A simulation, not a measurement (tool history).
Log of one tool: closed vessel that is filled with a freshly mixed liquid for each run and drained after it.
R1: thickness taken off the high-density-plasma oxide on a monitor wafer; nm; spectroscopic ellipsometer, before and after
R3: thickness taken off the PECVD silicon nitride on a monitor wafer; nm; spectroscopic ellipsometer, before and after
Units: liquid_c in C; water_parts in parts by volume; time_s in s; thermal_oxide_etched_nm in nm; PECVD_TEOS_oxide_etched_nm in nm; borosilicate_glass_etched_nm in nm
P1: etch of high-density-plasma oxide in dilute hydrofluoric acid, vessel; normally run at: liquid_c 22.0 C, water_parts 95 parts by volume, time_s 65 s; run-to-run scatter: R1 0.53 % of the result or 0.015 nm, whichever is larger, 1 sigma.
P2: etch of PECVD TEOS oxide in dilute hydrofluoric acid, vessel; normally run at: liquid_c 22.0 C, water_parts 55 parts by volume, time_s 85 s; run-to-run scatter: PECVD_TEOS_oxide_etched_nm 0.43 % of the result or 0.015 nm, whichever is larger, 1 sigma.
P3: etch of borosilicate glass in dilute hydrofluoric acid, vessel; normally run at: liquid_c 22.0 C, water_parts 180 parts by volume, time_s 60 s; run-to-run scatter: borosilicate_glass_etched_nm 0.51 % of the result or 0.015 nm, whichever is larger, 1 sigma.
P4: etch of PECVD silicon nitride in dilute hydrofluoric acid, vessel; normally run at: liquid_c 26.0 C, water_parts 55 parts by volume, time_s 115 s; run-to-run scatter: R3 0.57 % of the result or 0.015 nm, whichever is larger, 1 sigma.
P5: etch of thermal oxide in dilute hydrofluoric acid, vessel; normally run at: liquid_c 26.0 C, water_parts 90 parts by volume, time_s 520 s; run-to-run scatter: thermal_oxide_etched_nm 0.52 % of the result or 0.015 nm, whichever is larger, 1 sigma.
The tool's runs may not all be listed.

Run 1, hour 4.8: process P1, liquid_c 22.0 C, water_parts 95 parts by volume, time_s 65 s. Result: R1 4.8835 nm.
Run 2, hour 12.3: process P5, liquid_c 20.5 C, water_parts 90 parts by volume, time_s 520 s. Result: thermal_oxide_etched_nm 24.226 nm.
Run 3, hour 22.1: process P5, liquid_c 26.0 C, water_parts 90 parts by volume, time_s 520 s. Result: thermal_oxide_etched_nm 30.170 nm.
Run 4, hour 28.9: process P4, liquid_c 26.0 C, water_parts 80 parts by volume, time_s 115 s. Result: R3 2.7534 nm.
Run 5, hour 38.4: process P2, liquid_c 22.0 C, water_parts 55 parts by volume, time_s 40 s. Result: PECVD_TEOS_oxide_etched_nm 13.186 nm.
Run 6, hour 47.2: process P1, liquid_c 22.0 C, water_parts 95 parts by volume, time_s 65 s. Result: R1 4.8932 nm.
Run 7, hour 52.3: process P1, liquid_c 22.0 C, water_parts 95 parts by volume, time_s 65 s. Result: R1 4.9496 nm.
Run 8, hour 59.6: process P1, liquid_c 22.0 C, water_parts 95 parts by volume, time_s 65 s. Result: R1 4.9459 nm.
Run 9, hour 70.4: process P5, liquid_c 26.0 C, water_parts 130 parts by volume, time_s 520 s. Result: thermal_oxide_etched_nm 20.131 nm.
Run 10, hour 79.1: process P1, liquid_c 22.0 C, water_parts 45 parts by volume, time_s 65 s. Result: R1 10.9690 nm.
Run 11, hour 83.9: process P1, liquid_c 27.0 C, water_parts 95 parts by volume, time_s 65 s. Result: R1 6.0044 nm.
Run 12, hour 89.5: process P1, liquid_c 17.0 C, water_parts 95 parts by volume, time_s 65 s. Result: R1 4.0075 nm.
Run 13, hour 100.3: process P5, liquid_c 26.0 C, water_parts 90 parts by volume, time_s 520 s. Result: thermal_oxide_etched_nm 30.263 nm.
Run 14, hour 106.2: process P5, liquid_c 26.0 C, water_parts 90 parts by volume, time_s 990 s. Result: thermal_oxide_etched_nm 57.522 nm.
Run 15, hour 115.0: process P2, liquid_c 22.0 C, water_parts 55 parts by volume, time_s 85 s. Result: PECVD_TEOS_oxide_etched_nm 28.077 nm.
Run 16, hour 124.1: process P1, liquid_c 25.5 C, water_parts 95 parts by volume, time_s 105 s. Result: R1 9.1359 nm.
Run 17, hour 134.7: process P3, liquid_c 22.0 C, water_parts 180 parts by volume, time_s 60 s. Result: borosilicate_glass_etched_nm 7.8699 nm.
Run 18, hour 141.0: process P4, liquid_c 26.0 C, water_parts 55 parts by volume, time_s 35 s. Result: R3 1.2420 nm.
Run 19, hour 148.9: process P1, liquid_c 28.0 C, water_parts 95 parts by volume, time_s 100 s. Result: R1 9.5351 nm.
Run 20, hour 157.0: process P1, liquid_c 22.0 C, water_parts 175 parts by volume, time_s 65 s. Result: R1 2.4554 nm.
Run 21, hour 166.9: process P1, liquid_c 22.0 C, water_parts 95 parts by volume, time_s 95 s. Result: R1 7.1776 nm.
Run 22, hour 171.8: process P1, liquid_c 22.0 C, water_parts 95 parts by volume, time_s 65 s. Result: R1 4.9231 nm.
Run 23, hour 176.9: process P4, liquid_c 26.0 C, water_parts 55 parts by volume, time_s 115 s. Result: R3 4.0321 nm.
Run 24, hour 185.2: process P1, liquid_c 17.5 C, water_parts 45 parts by volume, time_s 65 s. Result: R1 9.0655 nm.
Run 25, hour 190.4: process P3, liquid_c 22.0 C, water_parts 255 parts by volume, time_s 60 s. Result: borosilicate_glass_etched_nm 5.1641 nm.
Run 26, hour 198.8: process P1, liquid_c 22.0 C, water_parts 95 parts by volume, time_s 65 s. Result: R1 4.9639 nm.
Run 27, hour 204.4: process P1, liquid_c 22.0 C, water_parts 95 parts by volume, time_s 30 s. Result: R1 2.2683 nm.
Run 28, hour 210.7: process P2, liquid_c 26.0 C, water_parts 55 parts by volume, time_s 85 s. Result: PECVD_TEOS_oxide_etched_nm 32.957 nm.
Run 29, hour 219.3: process P4, liquid_c 26.0 C, water_parts 55 parts by volume, time_s 115 s. Result: R3 4.0033 nm.
Run 30, hour 228.3: process P4, liquid_c 20.0 C, water_parts 55 parts by volume, time_s 115 s. Result: R3 2.6653 nm.
Run 31, hour 234.3: process P3, liquid_c 17.0 C, water_parts 180 parts by volume, time_s 60 s. Result: borosilicate_glass_etched_nm 6.4542 nm.
Run 32, hour 241.7: process P3, liquid_c 22.0 C, water_parts 180 parts by volume, time_s 30 s. Result: borosilicate_glass_etched_nm 3.9239 nm.
Run 33, hour 249.9: process P2, liquid_c 22.0 C, water_parts 20 parts by volume, time_s 85 s. Result: PECVD_TEOS_oxide_etched_nm 80.009 nm.
Run 34, hour 257.9: process P1, liquid_c 22.0 C, water_parts 95 parts by volume, time_s 65 s. Result: R1 4.8975 nm.
Run 35, hour 267.7: process P1, liquid_c 22.0 C, water_parts 95 parts by volume, time_s 65 s. Result: R1 4.8377 nm.
Run 36, hour 278.7: process P1, liquid_c 22.0 C, water_parts 95 parts by volume, time_s 65 s. Result: R1 4.7179 nm.
Run 37, hour 287.9: process P1, liquid_c 22.0 C, water_parts 95 parts by volume, time_s 65 s. Result: R1 4.6490 nm.
Run 38, hour 297.3: process P1, liquid_c 22.0 C, water_parts 95 parts by volume, time_s 65 s. Result: R1 4.6682 nm.
Run 39, hour 303.9: process P1, liquid_c 22.0 C, water_parts 95 parts by volume, time_s 65 s. Result: R1 4.5944 nm.
Run 40, hour 309.1: process P1, liquid_c 22.0 C, water_parts 95 parts by volume, time_s 65 s. Result: R1 4.6452 nm.
Run 41, hour 314.0: process P1, liquid_c 22.0 C, water_parts 95 parts by volume, time_s 65 s. Result: R1 4.6878 nm.
Run 42, hour 323.2: process P1, liquid_c 22.0 C, water_parts 95 parts by volume, time_s 65 s. Result: R1 4.6533 nm.
Run 43, hour 328.9: process P1, liquid_c 22.0 C, water_parts 95 parts by volume, time_s 65 s. Result: R1 4.6478 nm.
Run 44, hour 337.8: process P1, liquid_c 22.0 C, water_parts 95 parts by volume, time_s 65 s. Result: R1 4.6551 nm.
Run 45, hour 347.1: process P1, liquid_c 22.0 C, water_parts 95 parts by volume, time_s 65 s. Result: R1 4.6005 nm.

What P1 gives has crept away from where it was. These 2 causes fit the log equally well, each at the size given:
A: liquid colder than its thermometer reads (K) = 1.5
B: hydrofluoric acid flow below the setpoint (%) = 5.33
The creep began at about hour 257.9.

4 check runs are offered, each on 2 wafers whose results are averaged, their results left as question marks. Which one tells the causes apart?
Run check 1, hour 356.4: process P5, liquid_c 26.0 C, water_parts 90 parts by volume, time_s 520 s. Result: thermal_oxide_etched_nm ?.
Run check 2, hour 356.4: process P3, liquid_c 22.0 C, water_parts 180 parts by volume, time_s 60 s. Result: borosilicate_glass_etched_nm ?.
Run check 3, hour 356.4: process P4, liquid_c 26.0 C, water_parts 55 parts by volume, time_s 115 s. Result: R3 ?.
Run check 4, hour 356.4: process P2, liquid_c 22.0 C, water_parts 55 parts by volume, time_s 85 s. Result: PECVD_TEOS_oxide_etched_nm ?.

What each check would give under each cause:
  check                        result    if A    if B
check 1       thermal_oxide_etched_nm  28.610  28.547
check 2  borosilicate_glass_etched_nm  7.4238  7.3684
check 3                            R3  3.6401  3.8114
check 4    PECVD_TEOS_oxide_etched_nm  26.312  26.421
How far apart the two closest causes lie, in the result that separates them most: check 1 0.22 %; check 2 0.75 %; check 3 4.6 %; check 4 0.41 %
Check 3 tells the causes apart: in the others they would give nearly the same result.

Check 3 was then run and gave: R3 3.8349 nm. Which cause is it?

It is B: hydrofluoric acid flow below the setpoint (%).

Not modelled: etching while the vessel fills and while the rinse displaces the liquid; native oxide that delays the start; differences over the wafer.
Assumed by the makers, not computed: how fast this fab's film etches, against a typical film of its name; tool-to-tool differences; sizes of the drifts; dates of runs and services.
